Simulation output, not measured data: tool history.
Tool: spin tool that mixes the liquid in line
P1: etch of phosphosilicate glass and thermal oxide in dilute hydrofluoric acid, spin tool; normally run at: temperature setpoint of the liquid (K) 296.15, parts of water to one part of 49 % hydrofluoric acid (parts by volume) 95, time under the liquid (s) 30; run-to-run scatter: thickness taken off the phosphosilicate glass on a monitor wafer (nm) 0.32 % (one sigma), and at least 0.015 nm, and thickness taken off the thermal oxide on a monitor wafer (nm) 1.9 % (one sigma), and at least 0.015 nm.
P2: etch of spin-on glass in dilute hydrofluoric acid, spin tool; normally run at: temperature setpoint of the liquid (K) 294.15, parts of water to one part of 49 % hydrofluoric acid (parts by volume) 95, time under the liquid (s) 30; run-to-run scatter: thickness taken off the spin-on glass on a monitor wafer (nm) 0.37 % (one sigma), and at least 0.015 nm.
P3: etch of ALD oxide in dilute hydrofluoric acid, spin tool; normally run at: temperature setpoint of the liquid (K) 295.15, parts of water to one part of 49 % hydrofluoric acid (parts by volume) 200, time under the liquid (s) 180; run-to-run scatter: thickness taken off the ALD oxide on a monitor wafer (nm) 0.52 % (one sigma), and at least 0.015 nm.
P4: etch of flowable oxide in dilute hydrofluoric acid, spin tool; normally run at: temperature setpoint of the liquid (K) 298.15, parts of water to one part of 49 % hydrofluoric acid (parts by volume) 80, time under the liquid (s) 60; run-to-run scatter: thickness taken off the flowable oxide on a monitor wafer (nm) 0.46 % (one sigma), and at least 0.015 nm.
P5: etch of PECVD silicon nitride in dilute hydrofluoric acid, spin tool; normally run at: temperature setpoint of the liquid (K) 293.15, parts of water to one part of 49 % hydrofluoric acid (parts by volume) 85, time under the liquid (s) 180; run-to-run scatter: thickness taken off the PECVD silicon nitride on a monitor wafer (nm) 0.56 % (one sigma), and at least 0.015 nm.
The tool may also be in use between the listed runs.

run,hour,process that ran,temperature setpoint of the liquid (K),parts of water to one part of 49 % hydrofluoric acid (parts by volume),time under the liquid (s),hours since the thermometer was replaced,hours since the hydrofluoric acid flow meter was replaced,thickness taken off the phosphosilicate glass on a monitor wafer (nm),thickness taken off the thermal oxide on a monitor wafer (nm),thickness taken off the flowable oxide on a monitor wafer (nm),thickness taken off the ALD oxide on a monitor wafer (nm),thickness taken off the spin-on glass on a monitor wafer (nm),thickness taken off the PECVD silicon nitride on a monitor wafer (nm)
1,10.1,P1,296.15,95,30,939.7,534.1,25.944,1.4847,,,,
2,27.9,P1,296.15,40,30,957.5,551.9,66.282,3.7848,,,,
3,39.4,P4,298.15,80,110,969,563.4,,,47.281,,,
4,50.6,P3,295.15,200,30,980.2,574.6,,,,2.0207,,
5,67.7,P2,294.15,95,45,997.3,591.7,,,,,19.853,
6,81,P1,296.15,30,15,1010.6,605,44.665,2.4647,,,,
7,90.8,P1,296.15,170,15,1020.4,614.8,6.6692,0.39864,,,,
8,109.3,P5,293.15,85,180,1038.9,633.3,,,,,,6.5423
9,125.5,P1,290.15,95,30,1055.1,649.5,20.38,1.1327,,,,
10,135,P1,296.15,160,30,1064.6,659,14.395,0.81556,,,,
11,149.7,P1,302.65,95,30,1079.3,673.7,33.811,1.9655,,,,
12,158.2,P2,294.15,20,30,1087.8,682.2,,,,,69.186,
13,177.1,P1,296.15,95,30,1106.7,701.1,26.095,1.551,,,,
14,190.1,P1,296.15,95,30,1119.7,714.1,26.095,1.5143,,,,
15,199.5,P1,296.15,95,30,1129.1,723.5,26.021,1.4397,,,,
16,215.8,P1,296.15,95,30,1145.4,739.8,25.986,1.5419,,,,
17,233.3,P1,296.15,95,15,1162.9,757.3,13.012,0.73113,,,,
18,244.3,P4,293.65,80,60,1173.9,768.3,,,21.595,,,
19,262.5,P1,296.15,95,30,1192.1,786.5,26.104,1.5345,,,,
20,276.2,P3,295.15,200,180,1205.8,800.2,,,,12.098,,
21,288.6,P5,293.15,85,275,1218.2,812.6,,,,,,9.9578
22,303.1,P5,293.15,35,180,1232.7,827.1,,,,,,15.632
23,317.2,P2,302.65,95,30,1246.8,841.2,,,,,18.448,
24,328.5,P5,300.15,85,180,1258.1,852.5,,,,,,10.34
25,336.8,P3,303.15,200,180,1266.4,860.8,,,,16.203,,
26,353.3,P1,296.15,95,30,1282.9,877.3,26.09,1.4946,,,,
27,371.6,P4,298.15,110,60,1301.2,895.6,,,18.302,,,
28,382.5,P3,295.15,45,180,1312.1,906.5,,,,64.453,,
29,399.1,P1,296.15,95,55,1328.7,923.1,47.667,2.7499,,,,
30,415.1,P2,294.15,95,30,1344.7,939.1,,,,,13.24,
31,434,P4,298.15,80,60,1363.6,958,,,25.753,,,
32,452.5,P1,296.15,95,30,1382.1,976.5,26.225,1.4464,,,,
33,464.7,P1,296.15,95,30,1394.3,988.7,25.151,1.4235,,,,
34,476.4,P1,296.15,95,30,1406,1000.4,24.779,1.4293,,,,
35,486.2,P1,296.15,95,30,1415.8,1010.2,24.757,1.3613,,,,
36,501.2,P1,296.15,95,30,1430.8,1025.2,24.486,1.3617,,,,
37,510.4,P1,296.15,95,30,1440,1034.4,24.383,1.3533,,,,
38,527.5,P1,296.15,95,30,1457.1,1051.5,24.268,1.4058,,,,

What P1 gives has crept away from where it was. These 2 causes fit the log equally well, each at the size given:
A: hydrofluoric acid flow below the setpoint (%) = 6.06
B: liquid colder than its thermometer reads (K) = 1.73
The creep began at about hour 452.5.

4 check runs are offered, one wafer each, their results left as question marks. Which one tells the causes apart?
check 1,544.6,P4,298.15,80,90,,,,,?,,,
check 2,544.6,P2,294.15,35,45,,,,,,,?,
check 3,544.6,P3,298.15,55,180,,,,,,?,,
check 4,544.6,P5,299.65,85,180,,,,,,,,?

What each check would give under each cause:
check,result,if A,if B
check 1,thickness taken off the flowable oxide on a monitor wafer (nm),36.312,36.301
check 2,thickness taken off the spin-on glass on a monitor wafer (nm),54.439,53.961
check 3,thickness taken off the ALD oxide on a monitor wafer (nm),55.16,54.967
check 4,thickness taken off the PECVD silicon nitride on a monitor wafer (nm),9.4816,9.0078
How far apart the two closest causes lie, in the result that separates them most: check 1 0.03 %; check 2 0.88 %; check 3 0.35 %; check 4 5.13 %
Check 4 tells the causes apart: in the others they would give nearly the same result.

Check 4 was then run and gave: thickness taken off the PECVD silicon nitride on a monitor wafer (nm) 9.5299. Which cause is it?

It is A: hydrofluoric acid flow below the setpoint (%).
